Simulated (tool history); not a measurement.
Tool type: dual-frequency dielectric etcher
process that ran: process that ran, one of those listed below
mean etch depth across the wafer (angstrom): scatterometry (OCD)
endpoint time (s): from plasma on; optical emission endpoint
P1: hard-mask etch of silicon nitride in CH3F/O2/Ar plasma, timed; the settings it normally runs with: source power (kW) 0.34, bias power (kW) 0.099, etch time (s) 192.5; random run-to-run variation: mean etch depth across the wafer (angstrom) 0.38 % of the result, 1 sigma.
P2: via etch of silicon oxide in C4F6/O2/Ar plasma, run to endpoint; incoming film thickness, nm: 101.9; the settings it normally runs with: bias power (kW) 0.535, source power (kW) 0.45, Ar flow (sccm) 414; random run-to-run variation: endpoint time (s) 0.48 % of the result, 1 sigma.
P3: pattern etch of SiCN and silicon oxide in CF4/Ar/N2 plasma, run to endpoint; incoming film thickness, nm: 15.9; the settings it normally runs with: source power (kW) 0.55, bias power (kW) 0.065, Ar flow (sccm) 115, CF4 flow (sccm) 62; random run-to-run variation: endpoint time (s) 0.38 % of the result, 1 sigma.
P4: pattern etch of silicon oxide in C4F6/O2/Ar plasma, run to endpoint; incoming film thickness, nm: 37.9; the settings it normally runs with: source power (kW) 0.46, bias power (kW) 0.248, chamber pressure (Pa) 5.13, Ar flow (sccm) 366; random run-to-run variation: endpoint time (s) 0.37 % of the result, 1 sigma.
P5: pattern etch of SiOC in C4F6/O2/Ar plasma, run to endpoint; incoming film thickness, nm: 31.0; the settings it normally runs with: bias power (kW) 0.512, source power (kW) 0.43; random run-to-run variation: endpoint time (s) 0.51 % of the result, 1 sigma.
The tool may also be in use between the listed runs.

run     day  process that ran  source power (kW)  bias power (kW)  etch time (s)  Ar flow (sccm)  CF4 flow (sccm)  chamber pressure (Pa)  hours since the last wet clean  hours since the last source power generator calibration  hours since the last bias power generator calibration  mean etch depth across the wafer (angstrom)  endpoint time (s)
  1   0.358                P1               0.34            0.099          192.5                                                                                   495.9                                                   2030.2                                                  846.7                                       1419.5
  2   0.746                P3               0.55            0.065                            115               62                                                  505.2                                                   2039.5                                                    856                                                          16.859
  3   1.117                P1               0.23            0.099          192.5                                                                                   514.1                                                   2048.4                                                  864.9                                       1233.6
  4   1.458                P3               0.55            0.065                            115               84                                                  522.3                                                   2056.6                                                  873.1                                                          16.024
  5   1.692                P4               0.46            0.248                            366                                    5.13                           527.9                                                   2062.2                                                  878.7                                                          10.858
  6   2.075                P1               0.28            0.063          192.5                                                                                   537.1                                                   2071.4                                                  887.9                                       1122.8
  7   2.475                P2               0.45            0.535                            321                                                                   546.7                                                     2081                                                  897.5                                                          20.634
  8   2.871                P3               0.55            0.065                            115               62                                                  556.2                                                   2090.5                                                    907                                                          16.822
  9   3.212                P1               0.34            0.099          192.5                                                                                   564.4                                                   2098.7                                                  915.2                                       1413.6
 10   3.517                P1               0.34            0.099          192.5                                                                                   571.7                                                     2106                                                  922.5                                       1414.9
 11   3.883                P1               0.34            0.077          192.5                                                                                   580.5                                                   2114.8                                                  931.3                                         1296
 12   4.075                P4               0.46            0.181                            366                                    5.13                           585.1                                                   2119.4                                                  935.9                                                          12.022
 13   4.338                P1               0.34            0.099          192.5                                                                                   591.4                                                   2125.7                                                  942.2                                       1419.6
 14   4.729                P2               0.45            0.535                            414                                                                   600.8                                                   2135.1                                                  951.6                                                          21.223
 15   5.033                P1               0.45            0.099          192.5                                                                                   608.1                                                   2142.4                                                  958.9                                       1563.8
 16    5.25                P3               0.75            0.065                            115               62                                                  613.3                                                   2147.6                                                  964.1                                                           12.83
 17   5.446                P1               0.34            0.122          192.5                                                                                     618                                                   2152.3                                                  968.8                                       1529.4
 18   5.742                P1               0.34            0.099          192.5                                                                                   625.1                                                   2159.4                                                  975.9                                       1421.5
 19    6.15                P3               0.55             0.09                            115               62                                                  634.9                                                   2169.2                                                  985.7                                                          15.051
 20   6.512                P1               0.34            0.099          192.5                                                                                   643.6                                                   2177.9                                                  994.4                                       1416.7
 21   6.833                P3               0.55            0.065                            154               62                                                  651.3                                                   2185.6                                                 1002.1                                                          17.842
 22   7.233                P1               0.34            0.099            282                                                                                   660.9                                                   2195.2                                                 1011.7                                         2096
 23   7.412                P1               0.34            0.099          146.5                                                                                   665.2                                                   2199.5                                                   1016                                       1076.2
 24   7.767                P4               0.46            0.248                            366                                    3.33                           673.7                                                     2208                                                 1024.5                                                          10.315
      7.933  -- source power generator calibrated
 25   8.071                P4               0.46            0.248                            279                                    5.13                             681                                                      3.3                                                 1031.8                                                          10.606
 26   8.329                P5               0.43            0.512                                                                                                  687.2                                                      9.5                                                   1038                                                          9.9543
 27   8.608                P2               0.45            0.338                            414                                                                   693.9                                                     16.2                                                 1044.7                                                          25.079
 28   8.929                P5               0.55            0.512                                                                                                  701.6                                                     23.9                                                 1052.4                                                          9.0677
 29     9.2                P1               0.34            0.099          192.5                                                                                   708.1                                                     30.4                                                 1058.9                                       1423.1
 30   9.554                P4               0.65            0.248                            366                                    5.13                           716.6                                                     38.9                                                 1067.4                                                          9.4835
 31   9.896                P5               0.43            0.313                                                                                                  724.8                                                     47.1                                                 1075.6                                                          11.952
 32  10.175                P2               0.29            0.535                            414                                                                   731.5                                                     53.8                                                 1082.3                                                           25.04
 33  10.504                P1               0.34            0.099          192.5                                                                                   739.4                                                     61.7                                                 1090.2                                       1416.4
 34  10.838                P1               0.34            0.099          192.5                                                                                   747.4                                                     69.7                                                 1098.2                                       1397.5
     11.225  -- wet clean of the chamber
 35  11.242                P1               0.34            0.099          192.5                                                                                     0.5                                                     79.4                                                 1107.9                                         1399
 36  11.621                P1               0.34            0.099          192.5                                                                                     9.6                                                     88.5                                                   1117                                       1393.5
 37  11.808                P1               0.34            0.099          192.5                                                                                    14.1                                                       93                                                 1121.5                                       1395.1
 38      12                P1               0.34            0.099          192.5                                                                                    18.7                                                     97.6                                                 1126.1                                       1393.1
 39  12.404                P1               0.34            0.099          192.5                                                                                    28.4                                                    107.3                                                 1135.8                                       1397.9

Something has made what P1 gives creep away from where it was; the 2 causes below, each at its own stated size, fit the log equally well:
A: bias power that arrives under what is set, % = 4.96
B: source power that arrives under what is set, % = 4.94
The drift started at roughly day 10.504.
The rest of the possible causes, and what rules out each one:
chamber walls in a state that lowers the etch rate, %: serviced at day 11.225, after the change had begun; the process did not return to its earlier output

Of the 4 check runs listed below, each run on one wafer and each result written as a question mark, which would let you distinguish the listed causes because they would give clearly different results?
check 1  12.808                P2               0.31            0.346                            414                                                                                                                                                                                                                                                       ?
check 2  12.808                P3               0.65            0.065                            115               62                                                                                                                                                                                                                                      ?
check 3  12.808                P4               0.64            0.209                            366                                    5.13                                                                                                                                                                                                               ?
check 4  12.808                P5               0.54            0.326                                                                                                                                                                                                                                                                                      ?

Outcome of each check run for each possible cause:
  check             result    if A    if B
check 1  endpoint time (s)  29.197  29.219
check 2  endpoint time (s)  14.829  15.247
check 3  endpoint time (s)  10.255  10.294
check 4  endpoint time (s)  10.962  10.982
Per-check spread between the two closest causes, in the result where they differ most: check 1 0.08 %; check 2 2.78 %; check 3 0.38 %; check 4 0.18 %
Only check 2 tells the causes apart: in the others they would give nearly the same result.

After running check 2, the following was obtained: endpoint time (s) 14.695. Which cause does this point to?

The cause is A: bias power that arrives under what is set, %.

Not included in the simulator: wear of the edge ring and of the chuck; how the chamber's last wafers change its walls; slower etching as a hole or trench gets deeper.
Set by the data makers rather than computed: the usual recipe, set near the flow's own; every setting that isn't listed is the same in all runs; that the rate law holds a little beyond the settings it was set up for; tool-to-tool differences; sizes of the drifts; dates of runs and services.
